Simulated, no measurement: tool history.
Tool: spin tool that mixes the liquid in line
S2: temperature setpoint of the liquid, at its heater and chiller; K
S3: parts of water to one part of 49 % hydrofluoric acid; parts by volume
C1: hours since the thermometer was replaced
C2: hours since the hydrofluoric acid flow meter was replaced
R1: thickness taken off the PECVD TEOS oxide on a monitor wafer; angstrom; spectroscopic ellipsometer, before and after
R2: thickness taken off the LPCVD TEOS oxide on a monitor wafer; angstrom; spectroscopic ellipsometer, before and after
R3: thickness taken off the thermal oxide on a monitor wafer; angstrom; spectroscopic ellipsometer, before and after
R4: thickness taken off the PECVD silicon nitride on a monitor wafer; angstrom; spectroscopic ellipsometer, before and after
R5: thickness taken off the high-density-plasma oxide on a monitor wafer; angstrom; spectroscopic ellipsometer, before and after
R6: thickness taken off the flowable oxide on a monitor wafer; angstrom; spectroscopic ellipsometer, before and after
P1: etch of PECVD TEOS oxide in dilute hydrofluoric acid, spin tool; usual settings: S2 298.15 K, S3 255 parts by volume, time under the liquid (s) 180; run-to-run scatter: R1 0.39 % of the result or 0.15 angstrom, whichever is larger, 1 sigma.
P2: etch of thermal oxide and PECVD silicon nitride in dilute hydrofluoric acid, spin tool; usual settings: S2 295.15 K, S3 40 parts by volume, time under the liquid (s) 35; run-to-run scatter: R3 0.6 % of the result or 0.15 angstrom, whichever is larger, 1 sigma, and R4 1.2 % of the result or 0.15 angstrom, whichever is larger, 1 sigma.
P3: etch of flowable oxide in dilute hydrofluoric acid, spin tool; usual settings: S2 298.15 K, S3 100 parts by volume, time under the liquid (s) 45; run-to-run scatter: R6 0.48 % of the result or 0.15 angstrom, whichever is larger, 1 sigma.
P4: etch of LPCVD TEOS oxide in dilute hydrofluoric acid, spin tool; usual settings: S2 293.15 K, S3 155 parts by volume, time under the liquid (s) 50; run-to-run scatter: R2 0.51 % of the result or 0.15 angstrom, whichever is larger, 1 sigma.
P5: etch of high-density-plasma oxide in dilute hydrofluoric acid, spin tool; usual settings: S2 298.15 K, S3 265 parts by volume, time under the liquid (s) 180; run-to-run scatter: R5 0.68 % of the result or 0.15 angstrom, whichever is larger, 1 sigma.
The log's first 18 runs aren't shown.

Run 19, day 5.421: process that ran P2, S2 295.15 K, S3 40 parts by volume, time under the liquid (s) 15; C1 21.1; C2 588.6. Result: R3 18.443 angstrom, R4 8.9648 angstrom.
Run 20, day 5.738: process that ran P3, S2 298.15 K, S3 180 parts by volume, time under the liquid (s) 45; C1 28.7; C2 596.2. Result: R6 113.4 angstrom.
Run 21, day 6.062: process that ran P2, S2 295.15 K, S3 70 parts by volume, time under the liquid (s) 35; C1 36.5; C2 604. Result: R3 23.717 angstrom, R4 12.025 angstrom.
Run 22, day 6.225: process that ran P1, S2 298.15 K, S3 385 parts by volume, time under the liquid (s) 180; C1 40.4; C2 607.9. Result: R1 31.35 angstrom.
Run 23, day 6.408: process that ran P1, S2 298.15 K, S3 255 parts by volume, time under the liquid (s) 180; C1 44.8; C2 612.3. Result: R1 53.702 angstrom.
Run 24, day 6.608: process that ran P1, S2 305.15 K, S3 255 parts by volume, time under the liquid (s) 180; C1 49.6; C2 617.1. Result: R1 67.522 angstrom.
Run 25, day 6.879: process that ran P3, S2 298.15 K, S3 100 parts by volume, time under the liquid (s) 85; C1 56.1; C2 623.6. Result: R6 424.7 angstrom.
Run 26, day 7.225: process that ran P1, S2 290.15 K, S3 255 parts by volume, time under the liquid (s) 180; C1 64.4; C2 631.9. Result: R1 40.094 angstrom.
Run 27, day 7.546: process that ran P1, S2 298.15 K, S3 255 parts by volume, time under the liquid (s) 75; C1 72.1; C2 639.6. Result: R1 22.266 angstrom.
Run 28, day 7.875: process that ran P5, S2 298.15 K, S3 265 parts by volume, time under the liquid (s) 180; C1 80; C2 647.5. Result: R5 37.046 angstrom.
Run 29, day 8.238: process that ran P5, S2 298.15 K, S3 455 parts by volume, time under the liquid (s) 180; C1 88.7; C2 656.2. Result: R5 17.617 angstrom.
Run 30, day 8.433: process that ran P1, S2 298.15 K, S3 255 parts by volume, time under the liquid (s) 180; C1 93.4; C2 660.9. Result: R1 53.659 angstrom.
Run 31, day 8.729: process that ran P1, S2 298.15 K, S3 255 parts by volume, time under the liquid (s) 180; C1 100.5; C2 668. Result: R1 54.907 angstrom.
Run 32, day 9.021: process that ran P1, S2 298.15 K, S3 255 parts by volume, time under the liquid (s) 180; C1 107.5; C2 675. Result: R1 55.603 angstrom.
Run 33, day 9.383: process that ran P1, S2 298.15 K, S3 255 parts by volume, time under the liquid (s) 180; C1 116.2; C2 683.7. Result: R1 56.061 angstrom.
Run 34, day 9.721: process that ran P1, S2 298.15 K, S3 255 parts by volume, time under the liquid (s) 180; C1 124.3; C2 691.8. Result: R1 56.797 angstrom.
Run 35, day 10.079: process that ran P1, S2 298.15 K, S3 255 parts by volume, time under the liquid (s) 180; C1 132.9; C2 700.4. Result: R1 56.962 angstrom.
Run 36, day 10.304: process that ran P1, S2 298.15 K, S3 255 parts by volume, time under the liquid (s) 180; C1 138.3; C2 705.8. Result: R1 56.59 angstrom.
Run 37, day 10.646: process that ran P1, S2 298.15 K, S3 255 parts by volume, time under the liquid (s) 180; C1 146.5; C2 714. Result: R1 56.829 angstrom.

Run 38 comes next. What will it give?
Run 38, day 10.912: process that ran P1, S2 298.15 K, S3 255 parts by volume, time under the liquid (s) 180; C1 152.9; C2 720.4. Result: R1 ?.

R1: 56.841 angstrom
